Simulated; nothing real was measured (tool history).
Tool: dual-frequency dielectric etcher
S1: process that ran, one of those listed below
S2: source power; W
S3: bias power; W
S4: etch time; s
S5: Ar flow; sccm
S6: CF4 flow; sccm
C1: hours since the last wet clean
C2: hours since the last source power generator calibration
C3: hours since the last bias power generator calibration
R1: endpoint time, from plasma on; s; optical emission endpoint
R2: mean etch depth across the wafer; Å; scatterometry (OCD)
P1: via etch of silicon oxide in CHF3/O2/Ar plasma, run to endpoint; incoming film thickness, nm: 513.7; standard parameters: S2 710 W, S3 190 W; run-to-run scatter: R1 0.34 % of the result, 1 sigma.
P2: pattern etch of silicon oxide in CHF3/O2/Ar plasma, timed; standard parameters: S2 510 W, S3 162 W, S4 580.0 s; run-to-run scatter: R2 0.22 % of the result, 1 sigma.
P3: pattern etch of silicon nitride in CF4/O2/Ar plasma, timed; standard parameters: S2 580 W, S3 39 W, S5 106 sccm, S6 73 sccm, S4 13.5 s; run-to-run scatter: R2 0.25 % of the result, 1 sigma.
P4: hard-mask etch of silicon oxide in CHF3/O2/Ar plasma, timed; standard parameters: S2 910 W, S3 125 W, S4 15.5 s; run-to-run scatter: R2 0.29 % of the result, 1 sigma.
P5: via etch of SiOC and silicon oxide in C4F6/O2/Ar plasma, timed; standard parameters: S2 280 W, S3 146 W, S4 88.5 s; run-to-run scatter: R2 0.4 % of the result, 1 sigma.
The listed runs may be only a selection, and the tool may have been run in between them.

run 1 hour=10.8 | S1=P1 S2=710 S3=190 | C1=215.9 C2=1100.1 C3=438.7 | R1=236.82
run 2 hour=24.3 | S1=P4 S2=910 S3=125 S4=15.5 | C1=229.4 C2=1113.6 C3=452.2 | R2=321.65
run 3 hour=34.5 | S1=P5 S2=280 S3=146 S4=88.5 | C1=239.6 C2=1123.8 C3=462.4 | R2=791.06
run 4 hour=41.6 | S1=P1 S2=710 S3=256 | C1=246.7 C2=1130.9 C3=469.5 | R1=212.90
run 5 hour=55.1 | S1=P1 S2=860 S3=190 | C1=260.2 C2=1144.4 C3=483.0 | R1=219.30
run 6 hour=66.2 | S1=P3 S2=580 S3=39 S4=13.5 S5=106 S6=73 | C1=271.3 C2=1155.5 C3=494.1 | R2=251.62
run 7 hour=75.4 | S1=P2 S2=510 S3=162 S4=580.0 | C1=280.5 C2=1164.7 C3=503.3 | R2=10418.00
run 8 hour=82.6 | S1=P3 S2=580 S3=47 S4=13.5 S5=106 S6=73 | C1=287.7 C2=1171.9 C3=510.5 | R2=269.31
run 9 hour=93.2 | S1=P3 S2=580 S3=39 S4=13.5 S5=150 S6=73 | C1=298.3 C2=1182.5 C3=521.1 | R2=237.44
run 10 hour=102.2 | S1=P2 S2=510 S3=162 S4=580.0 | C1=307.3 C2=1191.5 C3=530.1 | R2=10397.00
run 11 hour=108.2 | S1=P5 S2=280 S3=195 S4=88.5 | C1=313.3 C2=1197.5 C3=536.1 | R2=871.46
run 12 hour=114.6 | S1=P3 S2=580 S3=39 S4=13.5 S5=106 S6=97 | C1=319.7 C2=1203.9 C3=542.5 | R2=261.31
run 13 hour=120.9 | S1=P1 S2=710 S3=190 | C1=326.0 C2=1210.2 C3=548.8 | R1=235.93
run 14 hour=130.9 | S1=P1 S2=510 S3=190 | C1=336.0 C2=1220.2 C3=558.8 | R1=266.47
run 15 hour=141.5 | S1=P1 S2=710 S3=190 | C1=346.6 C2=1230.8 C3=569.4 | R1=235.62
run 16 hour=151.9 | S1=P5 S2=280 S3=146 S4=128.5 | C1=357.0 C2=1241.2 C3=579.8 | R2=1152.60
run 17 hour=158.2 | S1=P5 S2=360 S3=146 S4=88.5 | C1=363.3 C2=1247.5 C3=586.1 | R2=874.72
run 18 hour=164.6 | S1=P4 S2=910 S3=164 S4=15.5 | C1=369.7 C2=1253.9 C3=592.5 | R2=350.17
run 19 hour=171.2 | S1=P1 S2=710 S3=190 | C1=376.3 C2=1260.5 C3=599.1 | R1=235.56
run 20 hour=184.7 | S1=P1 S2=710 S3=190 | C1=389.8 C2=1274.0 C3=612.6 | R1=236.16
run 21 hour=196.4 | S1=P2 S2=510 S3=221 S4=580.0 | C1=401.5 C2=1285.7 C3=624.3 | R2=11568.00
run 22 hour=208.9 | S1=P3 S2=580 S3=39 S4=17.0 S5=106 S6=73 | C1=414.0 C2=1298.2 C3=636.8 | R2=317.00
run 23 hour=216.5 | S1=P2 S2=710 S3=162 S4=580.0 | C1=421.6 C2=1305.8 C3=644.4 | R2=11816.00
run 24 hour=223.0 | S1=P4 S2=910 S3=125 S4=15.5 | C1=428.1 C2=1312.3 C3=650.9 | R2=321.26
run 25 hour=234.3 | S1=P3 S2=420 S3=39 S4=13.5 S5=106 S6=73 | C1=439.4 C2=1323.6 C3=662.2 | R2=188.53
run 26 hour=241.1 | S1=P2 S2=510 S3=162 S4=860.0 | C1=446.2 C2=1330.4 C3=669.0 | R2=15399.00
run 27 hour=254.4 | S1=P1 S2=910 S3=155 | C1=459.5 C2=1343.7 C3=682.3 | R1=230.33
run 28 hour=263.6 | S1=P4 S2=610 S3=125 S4=15.5 | C1=468.7 C2=1352.9 C3=691.5 | R2=276.19
run 29 hour=270.4 | S1=P4 S2=910 S3=125 S4=11.0 | C1=475.5 C2=1359.7 C3=698.3 | R2=229.40
run 30 hour=282.0 | S1=P1 S2=710 S3=131 | C1=487.1 C2=1371.3 C3=709.9 | R1=265.29
run 31 hour=291.7 | S1=P3 S2=580 S3=39 S4=13.5 S5=106 S6=73 | C1=496.8 C2=1381.0 C3=719.6 | R2=251.89
run 32 hour=304.0 | S1=P1 S2=710 S3=190 | C1=509.1 C2=1393.3 C3=731.9 | R1=236.49
run 33 hour=310.8 | S1=P1 S2=710 S3=190 | C1=515.9 C2=1400.1 C3=738.7 | R1=238.44
run 34 hour=319.8 | S1=P1 S2=710 S3=190 | C1=524.9 C2=1409.1 C3=747.7 | R1=237.81
run 35 hour=326.0 | S1=P1 S2=710 S3=190 | C1=531.1 C2=1415.3 C3=753.9 | R1=238.81
run 36 hour=338.2 | S1=P1 S2=710 S3=190 | C1=543.3 C2=1427.5 C3=766.1 | R1=239.14
run 37 hour=344.4 | S1=P1 S2=710 S3=190 | C1=549.5 C2=1433.7 C3=772.3 | R1=239.69
-- hour=354.2 wet clean of the chamber
run 38 hour=357.4 | S1=P1 S2=710 S3=190 | C1=3.3 C2=1446.7 C3=785.3 | R1=240.31
run 39 hour=367.8 | S1=P1 S2=710 S3=190 | C1=13.7 C2=1457.1 C3=795.7 | R1=239.08
run 40 hour=381.2 | S1=P1 S2=710 S3=190 | C1=27.1 C2=1470.5 C3=809.1 | R1=240.15

What P1 gives has crept away from where it was. These 2 causes fit the log equally well, each at the size given:
A: bias power that arrives under what is set, % = 4.98
B: source power that arrives under what is set, % = 4.36
The process output started creeping at around hour 304.0.
Why every other cause is out:
chamber walls in a state that lowers the etch rate, %: its service at hour 354.2 followed the start of the drift and did not put the process back to its old value

Of the 4 check runs listed below, each run on one wafer and each result written as a question mark, which would let you distinguish the listed causes because they would give clearly different results?
run check 1 hour=394.6 | S1=P4 S2=630 S3=125 S4=15.5 | R2=?
run check 2 hour=394.6 | S1=P3 S2=580 S3=39 S4=13.5 S5=106 S6=97 | R2=?
run check 3 hour=394.6 | S1=P2 S2=630 S3=162 S4=833.5 | R2=?
run check 4 hour=394.6 | S1=P5 S2=280 S3=187 S4=88.5 | R2=?

What every check run would give for each of its results, assuming each possible cause in turn:
check=check_1 result=R2 if_A=274.72 if_B=274.24
check=check_2 result=R2 if_A=257.26 if_B=251.87
check=check_3 result=R2 if_A=15958.00 if_B=15950.00
check=check_4 result=R2 if_A=844.28 if_B=844.12
Smallest distance between any two causes, each pair judged by its most separating result, in per cent: check 1 0.18 %; check 2 2.12 %; check 3 0.05 %; check 4 0.02 %
The causes can be told apart only by check 2. The other checks would give nearly the same results under each of them.

After running check 2, the following was obtained: R2 252.02 Å. Which cause does this point to?

The cause is B: source power that arrives under what is set, %.

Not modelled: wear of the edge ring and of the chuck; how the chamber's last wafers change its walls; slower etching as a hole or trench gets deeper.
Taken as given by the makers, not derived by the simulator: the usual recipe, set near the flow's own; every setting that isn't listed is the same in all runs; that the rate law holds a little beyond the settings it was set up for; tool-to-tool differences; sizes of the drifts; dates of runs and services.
